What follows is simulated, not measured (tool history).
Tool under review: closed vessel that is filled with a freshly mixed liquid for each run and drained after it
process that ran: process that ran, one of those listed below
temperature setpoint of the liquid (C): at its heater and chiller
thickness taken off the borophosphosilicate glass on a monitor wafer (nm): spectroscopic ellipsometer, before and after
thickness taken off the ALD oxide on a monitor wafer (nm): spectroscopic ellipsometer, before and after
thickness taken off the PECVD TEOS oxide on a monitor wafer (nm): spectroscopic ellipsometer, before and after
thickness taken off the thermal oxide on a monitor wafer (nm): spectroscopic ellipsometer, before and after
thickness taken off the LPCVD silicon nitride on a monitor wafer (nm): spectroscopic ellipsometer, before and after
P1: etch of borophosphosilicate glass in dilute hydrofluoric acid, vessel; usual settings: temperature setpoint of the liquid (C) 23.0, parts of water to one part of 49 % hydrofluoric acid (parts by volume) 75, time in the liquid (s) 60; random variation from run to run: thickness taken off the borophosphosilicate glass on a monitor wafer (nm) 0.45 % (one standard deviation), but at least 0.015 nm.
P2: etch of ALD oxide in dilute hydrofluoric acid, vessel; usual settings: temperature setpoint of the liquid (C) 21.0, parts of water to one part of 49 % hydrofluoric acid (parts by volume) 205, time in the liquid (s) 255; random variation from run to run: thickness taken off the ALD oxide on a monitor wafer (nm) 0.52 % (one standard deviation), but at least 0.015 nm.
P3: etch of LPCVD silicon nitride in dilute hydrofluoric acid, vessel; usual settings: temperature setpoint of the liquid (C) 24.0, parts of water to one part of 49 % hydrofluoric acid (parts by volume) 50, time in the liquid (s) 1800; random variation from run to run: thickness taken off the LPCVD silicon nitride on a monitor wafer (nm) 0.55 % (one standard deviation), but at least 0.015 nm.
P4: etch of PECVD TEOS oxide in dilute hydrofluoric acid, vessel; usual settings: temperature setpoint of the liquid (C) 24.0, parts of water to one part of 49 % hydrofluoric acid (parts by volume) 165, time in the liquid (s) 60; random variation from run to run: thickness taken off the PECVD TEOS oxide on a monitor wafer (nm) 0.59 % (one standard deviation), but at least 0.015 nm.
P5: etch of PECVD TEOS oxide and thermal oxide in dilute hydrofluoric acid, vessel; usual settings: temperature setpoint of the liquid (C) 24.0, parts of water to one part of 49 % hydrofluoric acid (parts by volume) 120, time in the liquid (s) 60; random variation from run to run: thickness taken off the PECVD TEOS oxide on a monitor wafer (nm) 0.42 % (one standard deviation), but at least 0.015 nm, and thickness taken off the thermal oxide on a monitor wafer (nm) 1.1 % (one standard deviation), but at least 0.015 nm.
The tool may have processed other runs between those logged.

run,hour,process that ran,temperature setpoint of the liquid (C),parts of water to one part of 49 % hydrofluoric acid (parts by volume),time in the liquid (s),hours since the thermometer was replaced,hours since the hydrofluoric acid flow meter was replaced,thickness taken off the borophosphosilicate glass on a monitor wafer (nm),thickness taken off the ALD oxide on a monitor wafer (nm),thickness taken off the PECVD TEOS oxide on a monitor wafer (nm),thickness taken off the thermal oxide on a monitor wafer (nm),thickness taken off the LPCVD silicon nitride on a monitor wafer (nm)
1,12.9,P1,23.0,75,60,870.7,907.7,30.760,,,,
2,25.7,P1,23.0,75,30,883.5,920.5,15.329,,,,
3,35.5,P2,21.0,205,65,893.3,930.3,,8.3515,,,
4,48.9,P1,17.0,75,90,906.7,943.7,35.798,,,,
5,68.4,P5,30.5,120,60,926.2,963.2,,,11.3950,2.9575,
6,84.7,P5,24.0,120,60,942.5,979.5,,,8.8699,2.2800,
7,103.1,P2,21.0,205,255,960.9,997.9,,32.4740,,,
8,122.6,P1,23.0,75,60,980.4,1017.4,30.615,,,,
9,136.6,P2,21.0,205,255,994.4,1031.4,,33.0330,,,
10,149.3,P5,24.0,35,60,1007.1,1044.1,,,33.8860,8.8016,
# hour 153.9: hydrofluoric acid flow meter replaced
11,158.2,P2,17.0,205,255,1016.0,4.3,,28.0690,,,
12,172.8,P1,23.0,75,60,1030.6,18.9,30.764,,,,
13,182.2,P3,24.0,50,1800,1040.0,28.3,,,,,17.1540
14,199.1,P4,24.0,30,60,1056.9,45.2,,,37.9630,,
15,211.8,P1,23.0,75,60,1069.6,57.9,30.699,,,,
16,230.9,P3,24.0,85,1800,1088.7,77.0,,,,,10.2840
17,249.4,P1,28.5,75,60,1107.2,95.5,38.439,,,,
18,261.2,P1,23.0,120,60,1119.0,107.3,18.321,,,,
19,276.1,P4,31.0,165,60,1133.9,122.2,,,7.5737,,
20,289.5,P1,23.0,20,60,1147.3,135.6,124.270,,,,
21,305.4,P4,24.0,165,30,1163.2,151.5,,,2.9439,,
22,317.2,P1,23.0,75,60,1175.0,163.3,30.751,,,,
23,331.6,P4,24.0,165,60,1189.4,177.7,,,5.9644,,
24,345.4,P3,24.0,50,585,1203.2,191.5,,,,,5.6067
25,363.1,P2,21.0,285,255,1220.9,209.2,,21.8760,,,
26,380.9,P1,23.0,75,115,1238.7,227.0,58.996,,,,
27,395.8,P3,29.5,50,1800,1253.6,241.9,,,,,24.8990
28,405.0,P1,23.0,75,60,1262.8,251.1,30.720,,,,
29,416.4,P5,24.0,120,30,1274.2,262.5,,,4.4315,1.1386,

Run 30 comes next. What will it give?
30,435.6,P1,19.0,75,60,1293.4,281.7,?,,,,

{"run 30": {"thickness taken off the borophosphosilicate glass on a monitor wafer (nm)": 26.036}}
